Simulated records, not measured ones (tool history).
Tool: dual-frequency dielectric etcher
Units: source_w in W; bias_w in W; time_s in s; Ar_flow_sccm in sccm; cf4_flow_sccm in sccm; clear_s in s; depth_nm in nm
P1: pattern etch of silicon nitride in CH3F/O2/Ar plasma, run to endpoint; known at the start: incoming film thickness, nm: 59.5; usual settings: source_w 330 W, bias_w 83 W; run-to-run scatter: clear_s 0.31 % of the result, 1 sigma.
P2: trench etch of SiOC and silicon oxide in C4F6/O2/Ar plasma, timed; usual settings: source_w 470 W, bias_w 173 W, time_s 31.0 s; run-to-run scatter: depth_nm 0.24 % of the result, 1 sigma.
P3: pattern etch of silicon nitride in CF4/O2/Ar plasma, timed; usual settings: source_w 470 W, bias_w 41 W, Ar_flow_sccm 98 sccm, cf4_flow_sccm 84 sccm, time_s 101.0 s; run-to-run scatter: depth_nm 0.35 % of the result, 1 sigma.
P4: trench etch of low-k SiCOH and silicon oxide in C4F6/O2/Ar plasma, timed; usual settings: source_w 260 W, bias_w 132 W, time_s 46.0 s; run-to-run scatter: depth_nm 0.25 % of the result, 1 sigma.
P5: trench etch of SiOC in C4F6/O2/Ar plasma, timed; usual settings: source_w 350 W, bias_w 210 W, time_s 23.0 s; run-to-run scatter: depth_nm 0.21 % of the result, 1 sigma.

Run 1, hour 6.3: process P1, source_w 330 W, bias_w 83 W. Result: clear_s 86.749 s.
Run 2, hour 19.9: process P4, source_w 260 W, bias_w 187 W, time_s 46.0 s. Result: depth_nm 127.700 nm.
Run 3, hour 28.8: process P4, source_w 260 W, bias_w 132 W, time_s 46.0 s. Result: depth_nm 114.740 nm.
Run 4, hour 37.1: process P2, source_w 470 W, bias_w 173 W, time_s 31.0 s. Result: depth_nm 64.072 nm.
Run 5, hour 50.3: process P1, source_w 330 W, bias_w 63 W. Result: clear_s 95.648 s.
Run 6, hour 59.0: process P2, source_w 470 W, bias_w 173 W, time_s 23.5 s. Result: depth_nm 48.600 nm.
Run 7, hour 71.0: process P3, source_w 470 W, bias_w 52 W, time_s 101.0 s, Ar_flow_sccm 98 sccm, cf4_flow_sccm 84 sccm. Result: depth_nm 179.470 nm.
Run 8, hour 79.3: process P5, source_w 350 W, bias_w 210 W, time_s 23.0 s. Result: depth_nm 47.456 nm.
Run 9, hour 92.7: process P3, source_w 470 W, bias_w 41 W, time_s 101.0 s, Ar_flow_sccm 98 sccm, cf4_flow_sccm 57 sccm. Result: depth_nm 155.380 nm.
Run 10, hour 103.1: process P3, source_w 470 W, bias_w 41 W, time_s 101.0 s, Ar_flow_sccm 98 sccm, cf4_flow_sccm 84 sccm. Result: depth_nm 164.380 nm.
Run 11, hour 114.2: process P1, source_w 440 W, bias_w 83 W. Result: clear_s 78.003 s.
Run 12, hour 124.2: process P1, source_w 330 W, bias_w 83 W. Result: clear_s 86.841 s.
Run 13, hour 138.3: process P3, source_w 470 W, bias_w 41 W, time_s 74.5 s, Ar_flow_sccm 98 sccm, cf4_flow_sccm 84 sccm. Result: depth_nm 120.950 nm.
Run 14, hour 145.1: process P1, source_w 330 W, bias_w 83 W. Result: clear_s 86.758 s.
Run 15, hour 155.1: process P4, source_w 180 W, bias_w 132 W, time_s 46.0 s. Result: depth_nm 98.793 nm.
Run 16, hour 167.3: process P2, source_w 630 W, bias_w 173 W, time_s 31.0 s. Result: depth_nm 71.936 nm.
Run 17, hour 180.4: process P5, source_w 350 W, bias_w 143 W, time_s 23.0 s. Result: depth_nm 41.912 nm.
Run 18, hour 189.0: process P5, source_w 350 W, bias_w 210 W, time_s 23.0 s. Result: depth_nm 47.546 nm.
Run 19, hour 201.1: process P5, source_w 350 W, bias_w 210 W, time_s 15.5 s. Result: depth_nm 32.017 nm.
Run 20, hour 210.0: process P3, source_w 470 W, bias_w 41 W, time_s 101.0 s, Ar_flow_sccm 78 sccm, cf4_flow_sccm 84 sccm. Result: depth_nm 170.900 nm.
Run 21, hour 220.6: process P4, source_w 260 W, bias_w 132 W, time_s 67.5 s. Result: depth_nm 167.300 nm.
At hour 221.2: wet clean of the chamber.
Run 22, hour 227.9: process P1, source_w 330 W, bias_w 83 W. Result: clear_s 87.177 s.
Run 23, hour 238.0: process P2, source_w 470 W, bias_w 136 W, time_s 31.0 s. Result: depth_nm 59.784 nm.
Run 24, hour 248.7: process P4, source_w 260 W, bias_w 132 W, time_s 46.0 s. Result: depth_nm 114.050 nm.
Run 25, hour 259.6: process P1, source_w 250 W, bias_w 83 W. Result: clear_s 96.091 s.
At hour 264.1: source power generator calibrated.
Run 26, hour 267.8: process P1, source_w 330 W, bias_w 103 W. Result: clear_s 79.757 s.
Run 27, hour 279.4: process P1, source_w 240 W, bias_w 109 W. Result: clear_s 88.192 s.
Run 28, hour 293.0: process P3, source_w 620 W, bias_w 41 W, time_s 101.0 s, Ar_flow_sccm 98 sccm, cf4_flow_sccm 84 sccm. Result: depth_nm 209.160 nm.

The next listed run, before its measurement:
Run 29, hour 304.3: process P5, source_w 280 W, bias_w 210 W, time_s 23.0 s. Result: depth_nm ?.

Run 29 gave depth_nm 43.519 nm.
